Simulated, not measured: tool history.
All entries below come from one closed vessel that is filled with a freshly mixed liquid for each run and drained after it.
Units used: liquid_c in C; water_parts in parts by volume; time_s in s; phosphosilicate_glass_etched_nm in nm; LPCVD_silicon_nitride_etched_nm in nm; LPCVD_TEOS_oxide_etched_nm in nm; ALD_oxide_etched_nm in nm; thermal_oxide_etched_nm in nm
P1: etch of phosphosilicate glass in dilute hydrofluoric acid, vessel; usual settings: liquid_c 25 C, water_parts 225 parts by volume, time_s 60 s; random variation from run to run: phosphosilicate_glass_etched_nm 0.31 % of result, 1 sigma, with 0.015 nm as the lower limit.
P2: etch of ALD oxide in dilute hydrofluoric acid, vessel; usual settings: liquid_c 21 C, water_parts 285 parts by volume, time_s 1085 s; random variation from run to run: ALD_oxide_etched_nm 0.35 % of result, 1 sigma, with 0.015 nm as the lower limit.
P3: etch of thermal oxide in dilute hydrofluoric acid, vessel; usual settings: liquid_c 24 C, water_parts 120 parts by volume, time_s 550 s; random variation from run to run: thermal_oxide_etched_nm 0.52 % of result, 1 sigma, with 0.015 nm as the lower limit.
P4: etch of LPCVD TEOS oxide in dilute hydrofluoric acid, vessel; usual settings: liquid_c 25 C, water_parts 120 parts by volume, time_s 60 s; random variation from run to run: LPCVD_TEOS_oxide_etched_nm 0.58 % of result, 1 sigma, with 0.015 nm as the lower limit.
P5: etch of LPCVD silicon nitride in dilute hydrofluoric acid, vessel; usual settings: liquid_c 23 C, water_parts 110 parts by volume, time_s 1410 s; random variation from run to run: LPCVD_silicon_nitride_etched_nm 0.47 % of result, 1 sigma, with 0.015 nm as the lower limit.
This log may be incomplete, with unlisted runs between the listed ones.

run	hour	process	liquid_c	water_parts	time_s	phosphosilicate_glass_etched_nm	LPCVD_silicon_nitride_etched_nm	LPCVD_TEOS_oxide_etched_nm	ALD_oxide_etched_nm	thermal_oxide_etched_nm
1	11.1	P1	25	225	60	14.538				
2	25.8	P1	21.5	145	60	21.654				
3	41.5	P1	25	225	60	14.621				
4	55.5	P5	17	110	1410		3.1807			
5	67.1	P4	25	120	30			14.692		
6	76.7	P5	23	110	2200		7.3977			
7	87.7	P2	21	285	1085				29.724	
8	97	P3	24	120	550					23.602
9	104.8	P3	24	120	90					3.8649
10	116.3	P1	25	225	60	14.543				
11	129	P5	23	110	1410		4.7443			
12	142	P1	25	115	60	32.342				
13	149.8	P3	32	120	550					31.841
14	165.7	P4	25	20	60			201.8		
15	180.2	P5	23	110	1410		4.7773			
16	193	P3	24	120	550					23.401
17	201.6	P1	25	225	30	7.2576				
18	213.1	P1	25	225	100	24.355				
19	222.7	P1	20.5	225	60	12.426				
20	239.2	P1	25	365	60	7.8269				
21	255.2	P2	17	285	1085				25.836	
22	264.7	P4	29.5	120	60			34.667		
23	274.4	P3	24	185	550					14.077
24	285.5	P2	21	285	430				11.897	
25	295.2	P4	25	120	60			29.383		
26	302.6	P1	31.5	225	60	18.28				
27	318.7	P5	23	45	1410		11.363			
28	328.5	P1	25	225	60	14.513				
29	339.2	P2	21	175	1085				54.654	
30	347.1	P1	25	225	60	14.553				
31	355.4	P1	25	225	60	14.721				
32	364.1	P1	25	225	60	15.044				
33	376.1	P1	25	225	60	15.307				
34	386.9	P1	25	225	60	15.413				
35	394.8	P1	25	225	60	15.381				
36	405.8	P1	25	225	60	15.482				
37	416.9	P1	25	225	60	15.521				
38	425.6	P1	25	225	60	15.561				
39	437.5	P1	25	225	60	15.644				
40	452.7	P1	25	225	60	15.625				
41	460	P1	25	225	60	15.587				

The log shows P1 creeping away from where it was. Any of the 2 causes listed here, at the size stated for it, fits the log just as well as the others:
A: hydrofluoric acid flow above the setpoint (%) = 5.7
B: liquid hotter than its thermometer reads (K) = 1.93
The onset of the drift is placed at about hour 347.1.

Each of the 4 check runs below uses one wafer; its results are left as question marks. Which run tells the causes apart?
check 1	467.3	P4	25	120	60			?		
check 2	467.3	P2	21	285	1085				?	
check 3	467.3	P3	24	120	550					?
check 4	467.3	P5	23	110	1410		?			

Outcome of each check run for each possible cause:
check	result	if A	if B
check 1	LPCVD_TEOS_oxide_etched_nm	31.441	31.776
check 2	ALD_oxide_etched_nm	32.113	32.1
check 3	thermal_oxide_etched_nm	25.002	25.291
check 4	LPCVD_silicon_nitride_etched_nm	5.0206	5.396
Distance between the nearest two causes, measured in the result of the check that separates them most: check 1 1.06 %; check 2 0.04 %; check 3 1.15 %; check 4 7.21 %
Check 4 distinguishes between the causes, while the remaining checks would return nearly the same result for all of them.

Check 4 was then run and gave: LPCVD_silicon_nitride_etched_nm 5.049 nm. Which cause is it?

The correct cause is A, namely: hydrofluoric acid flow above the setpoint (%).

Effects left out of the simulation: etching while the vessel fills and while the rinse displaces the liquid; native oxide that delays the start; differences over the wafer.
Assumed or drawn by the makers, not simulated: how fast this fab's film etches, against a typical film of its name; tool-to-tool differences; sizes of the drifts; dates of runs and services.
